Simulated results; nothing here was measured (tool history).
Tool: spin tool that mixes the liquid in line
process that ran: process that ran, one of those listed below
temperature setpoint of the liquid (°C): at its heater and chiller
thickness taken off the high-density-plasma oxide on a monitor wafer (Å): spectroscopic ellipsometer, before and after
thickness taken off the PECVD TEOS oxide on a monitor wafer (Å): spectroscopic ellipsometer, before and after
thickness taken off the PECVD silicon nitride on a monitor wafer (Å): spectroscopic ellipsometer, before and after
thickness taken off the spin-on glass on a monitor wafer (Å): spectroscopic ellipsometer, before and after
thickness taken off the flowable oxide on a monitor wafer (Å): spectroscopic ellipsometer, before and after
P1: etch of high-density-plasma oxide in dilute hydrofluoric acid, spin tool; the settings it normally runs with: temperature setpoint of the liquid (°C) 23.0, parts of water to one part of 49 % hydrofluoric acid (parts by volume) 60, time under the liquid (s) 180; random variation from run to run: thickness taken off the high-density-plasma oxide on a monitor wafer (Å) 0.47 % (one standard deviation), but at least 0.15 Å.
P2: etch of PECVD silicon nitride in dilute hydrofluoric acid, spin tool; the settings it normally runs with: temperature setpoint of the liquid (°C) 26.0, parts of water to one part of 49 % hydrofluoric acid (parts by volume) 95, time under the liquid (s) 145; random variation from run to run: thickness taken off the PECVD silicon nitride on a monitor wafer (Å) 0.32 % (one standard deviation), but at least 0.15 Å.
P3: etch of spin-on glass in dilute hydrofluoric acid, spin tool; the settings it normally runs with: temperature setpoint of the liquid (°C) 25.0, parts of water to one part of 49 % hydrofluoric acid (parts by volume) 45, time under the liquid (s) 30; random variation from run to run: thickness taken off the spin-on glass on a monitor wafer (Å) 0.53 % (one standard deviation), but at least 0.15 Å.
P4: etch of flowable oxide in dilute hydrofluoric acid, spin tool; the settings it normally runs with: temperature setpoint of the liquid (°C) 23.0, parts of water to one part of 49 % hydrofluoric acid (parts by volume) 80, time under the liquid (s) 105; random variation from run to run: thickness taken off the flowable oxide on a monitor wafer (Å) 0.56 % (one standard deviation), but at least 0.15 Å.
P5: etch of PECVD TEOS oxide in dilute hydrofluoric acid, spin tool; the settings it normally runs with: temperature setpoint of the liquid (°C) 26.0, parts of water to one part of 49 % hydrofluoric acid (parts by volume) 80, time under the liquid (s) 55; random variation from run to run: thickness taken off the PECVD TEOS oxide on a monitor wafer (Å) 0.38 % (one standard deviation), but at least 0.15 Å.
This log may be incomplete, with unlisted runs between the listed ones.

run,hour,process that ran,temperature setpoint of the liquid (°C),parts of water to one part of 49 % hydrofluoric acid (parts by volume),time under the liquid (s),hours since the thermometer was replaced,hours since the hydrofluoric acid flow meter was replaced,thickness taken off the high-density-plasma oxide on a monitor wafer (Å),thickness taken off the PECVD TEOS oxide on a monitor wafer (Å),thickness taken off the PECVD silicon nitride on a monitor wafer (Å),thickness taken off the spin-on glass on a monitor wafer (Å),thickness taken off the flowable oxide on a monitor wafer (Å)
1,7.4,P1,23.0,60,180,318.5,361.4,154.870,,,,
2,16.6,P5,26.0,130,55,327.7,370.6,,70.991,,,
3,22.2,P1,17.0,60,180,333.3,376.2,119.210,,,,
4,29.8,P2,26.0,160,145,340.9,383.8,,,50.016,,
5,36.2,P1,23.0,60,180,347.3,390.2,155.990,,,,
6,46.9,P3,25.0,45,15,358.0,400.9,,,,173.71,
7,52.6,P1,23.0,110,180,363.7,406.6,80.372,,,,
8,57.6,P4,23.0,80,175,368.7,411.6,,,,,722.67
9,63.1,P3,25.0,65,30,374.2,417.1,,,,232.91,
10,68.2,P5,26.0,80,55,379.3,422.2,,123.280,,,
11,75.6,P1,23.0,30,180,386.7,429.6,321.220,,,,
12,83.1,P4,23.0,125,105,394.2,437.1,,,,,263.30
13,92.6,P1,23.0,60,180,403.7,446.6,155.230,,,,
14,101.1,P3,25.0,45,30,412.2,455.1,,,,345.65,
15,109.9,P2,26.0,95,145,421.0,463.9,,,84.130,,
16,120.2,P1,23.0,60,285,431.3,474.2,246.020,,,,
17,126.8,P4,23.0,80,105,437.9,480.8,,,,,436.40
18,133.3,P2,26.0,95,210,444.4,487.3,,,122.050,,
19,143.4,P1,23.0,60,80,454.5,497.4,68.626,,,,
20,151.0,P5,32.0,80,55,462.1,505.0,,154.810,,,
21,160.5,P5,26.0,80,80,471.6,514.5,,179.400,,,
22,170.3,P1,30.0,25,180,481.4,524.3,523.630,,,,
23,180.5,P1,23.0,60,180,491.6,534.5,154.890,,,,
24,191.3,P3,32.5,45,30,502.4,545.3,,,,464.55,
25,197.3,P2,22.0,95,145,508.4,551.3,,,65.016,,
26,207.9,P2,26.0,95,145,519.0,561.9,,,83.924,,
27,213.4,P4,19.0,80,105,524.5,567.4,,,,,365.38
28,219.4,P1,27.5,60,180,530.5,573.4,186.260,,,,
29,227.4,P1,23.0,60,180,538.5,581.4,154.330,,,,
30,234.5,P1,23.0,60,180,545.6,588.5,148.350,,,,
31,240.3,P1,23.0,60,180,551.4,594.3,146.240,,,,
32,248.8,P1,23.0,60,180,559.9,602.8,143.470,,,,
33,254.9,P1,23.0,60,180,566.0,608.9,141.970,,,,
34,264.4,P1,23.0,60,180,575.5,618.4,140.600,,,,
35,271.9,P1,23.0,60,180,583.0,625.9,142.180,,,,
36,281.0,P1,23.0,60,180,592.1,635.0,140.590,,,,

Something has made what P1 gives creep away from where it was; the 2 causes below, each at its own stated size, fit the log equally well:
A: hydrofluoric acid flow below the setpoint (%) = 8.31
B: liquid colder than its thermometer reads (K) = 2.26
The onset of the drift is placed at about hour 227.4.

Of the 4 check runs listed below, each run on one wafer and each result written as a question mark, which would let you distinguish the listed causes because they would give clearly different results?
check 1,290.1,P4,23.0,80,105,,,,,,,?
check 2,290.1,P3,25.0,45,30,,,,,,?,
check 3,290.1,P5,26.0,80,55,,,,?,,,
check 4,290.1,P2,26.0,95,145,,,,,?,,

How each check would come out, cause by cause:
check,result,if A,if B
check 1,thickness taken off the flowable oxide on a monitor wafer (Å),394.23,395.46
check 2,thickness taken off the spin-on glass on a monitor wafer (Å),315.15,314.80
check 3,thickness taken off the PECVD TEOS oxide on a monitor wafer (Å),111.820,112.510
check 4,thickness taken off the PECVD silicon nitride on a monitor wafer (Å),77.179,72.534
Separation of the two closest causes in each check, using whichever result separates them best: check 1 0.31 %; check 2 0.11 %; check 3 0.61 %; check 4 6.21 %
Only check 4 tells the causes apart: in the others they would give nearly the same result.

Check 4 was carried out, with these results: thickness taken off the PECVD silicon nitride on a monitor wafer (Å) 71.937. Which of the listed causes is responsible?

The correct cause is B, namely: liquid colder than its thermometer reads (K).

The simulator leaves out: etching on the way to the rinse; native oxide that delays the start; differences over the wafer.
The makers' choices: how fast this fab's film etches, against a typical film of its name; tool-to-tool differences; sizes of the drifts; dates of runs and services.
